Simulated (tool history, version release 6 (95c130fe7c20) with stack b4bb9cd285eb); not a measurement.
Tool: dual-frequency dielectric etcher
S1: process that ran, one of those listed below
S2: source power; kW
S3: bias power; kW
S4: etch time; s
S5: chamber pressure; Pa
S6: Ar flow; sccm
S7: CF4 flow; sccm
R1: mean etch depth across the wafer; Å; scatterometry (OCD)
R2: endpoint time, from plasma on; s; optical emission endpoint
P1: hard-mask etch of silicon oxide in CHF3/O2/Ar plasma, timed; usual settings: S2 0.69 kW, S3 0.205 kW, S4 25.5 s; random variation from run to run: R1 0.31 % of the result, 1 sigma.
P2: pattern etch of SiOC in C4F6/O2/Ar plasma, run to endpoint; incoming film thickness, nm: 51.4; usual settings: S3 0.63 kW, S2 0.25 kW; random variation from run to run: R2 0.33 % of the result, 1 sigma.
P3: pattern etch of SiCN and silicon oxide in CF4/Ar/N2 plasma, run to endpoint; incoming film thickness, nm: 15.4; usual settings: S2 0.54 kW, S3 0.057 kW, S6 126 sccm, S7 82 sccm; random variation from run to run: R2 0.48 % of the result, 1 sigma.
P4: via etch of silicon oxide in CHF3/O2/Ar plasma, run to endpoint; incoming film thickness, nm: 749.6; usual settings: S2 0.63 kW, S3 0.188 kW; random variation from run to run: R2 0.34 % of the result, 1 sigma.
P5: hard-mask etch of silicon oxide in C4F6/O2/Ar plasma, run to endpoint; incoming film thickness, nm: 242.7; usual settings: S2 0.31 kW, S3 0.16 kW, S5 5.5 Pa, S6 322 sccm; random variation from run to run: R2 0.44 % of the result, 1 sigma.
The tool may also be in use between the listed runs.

run   hour  S1    S2     S3    S4   S5   S6  S7      R1      R2
  1    8.1  P1  0.69  0.205  25.5                567.37
  2   20.8  P1  0.46  0.171  25.5                 455.8
  3   32.6  P5  0.31   0.16        5.5  322              90.456
  4   49.3  P1  0.96  0.205  25.5                 643.1
  5   59.4  P3  0.54  0.057              98  82          16.358
  6   68.7  P5  0.31   0.16        4.4  322              88.397
  7   84.2  P5  0.44   0.16        5.5  322              78.683
  8  100.6  P1  0.86  0.205  32.5                787.21
  9  110.8  P4  0.63  0.126                               423.6
 10    125  P1  0.69  0.205  19.5                431.93
 11  137.9  P1  0.46  0.205  25.5                486.26
 12  150.2  P3  0.54  0.057             126  60          17.943
 13    167  P1  0.69  0.205  25.5                564.46
 14  181.4  P5  0.31  0.096        5.5  322              104.75
 15  193.9  P1  0.69  0.205  25.5                566.21
 16  205.2  P3  0.54  0.057             126  82          16.881
 17  219.4  P1  0.69  0.205  25.5                566.14
 18  228.9  P2  0.34   0.63                              16.531
 19  238.5  P5  0.31   0.16        5.5  211              86.991
 20  249.2  P2  0.25  0.838                              16.634
 21  259.6  P4  0.39  0.188                              444.44
 22  271.7  P5  0.31   0.16        5.5  322              90.249
 23    287  P2  0.25   0.63                              18.546
 24  295.7  P1  0.69  0.286  25.5                635.71
 25  306.2  P3  0.54  0.079             126  82          15.342
 26  318.9  P1  0.69  0.205  25.5                568.79
 27    333  P1  0.69  0.205    31                692.17
 28    345  P4  0.63  0.188                              372.46
 29  354.3  P1  0.69  0.205  25.5                567.76
 30  371.5  P3  0.31  0.057             126  82          27.769
 31    388  P1  0.69  0.284    20                499.37
 32  405.4  P1  0.69  0.161  25.5                523.99
 33  420.1  P2  0.25   0.63                              18.571
 34  436.2  P1  0.69  0.205  25.5                566.03
 35  444.7  P1  0.69  0.205  25.5                569.93
 36  456.1  P1  0.69  0.205  25.5                 571.1
     462.8  -- wet clean of the chamber
 37  471.1  P1  0.69  0.205  25.5                575.04
 38  479.7  P1  0.69  0.205  25.5                575.02
 39  490.5  P1  0.69  0.205  25.5                 576.9
 40  500.4  P1  0.69  0.205  25.5                575.02

What P1 gives has crept away from where it was. These 2 causes fit the log equally well, each at the size given:
A: bias power that arrives over what is set, % = 4.55
B: source power that arrives over what is set, % = 4.09
The creep began at about hour 436.2.
Why every other cause is out:
chamber walls in a state that raises the etch rate, %: serviced at hour 462.8, which brought nothing back

4 check runs are offered, each on 3 wafers whose results are averaged, their results left as question marks. Which one tells the causes apart?
check 1  510.3  P3  0.33  0.057           126  82       ?
check 2  510.3  P5  0.41  0.126      5.5  322           ?
check 3  510.3  P4  0.45  0.127                         ?
check 4  510.3  P2  0.33   0.63                         ?

What each check would give under each cause:
  check  result    if A    if B
check 1      R2  25.887  25.359
check 2      R2  85.794  85.535
check 3      R2  474.44  473.82
check 4      R2  16.485   16.53
How far apart the two closest causes lie, in the result that separates them most: check 1 2.06 %; check 2 0.3 %; check 3 0.13 %; check 4 0.27 %
Only check 1 tells the causes apart: in the others they would give nearly the same result.

Then check 1 was run and gave: R2 25.39 s. Which cause is it?

It is B: source power that arrives over what is set, %.
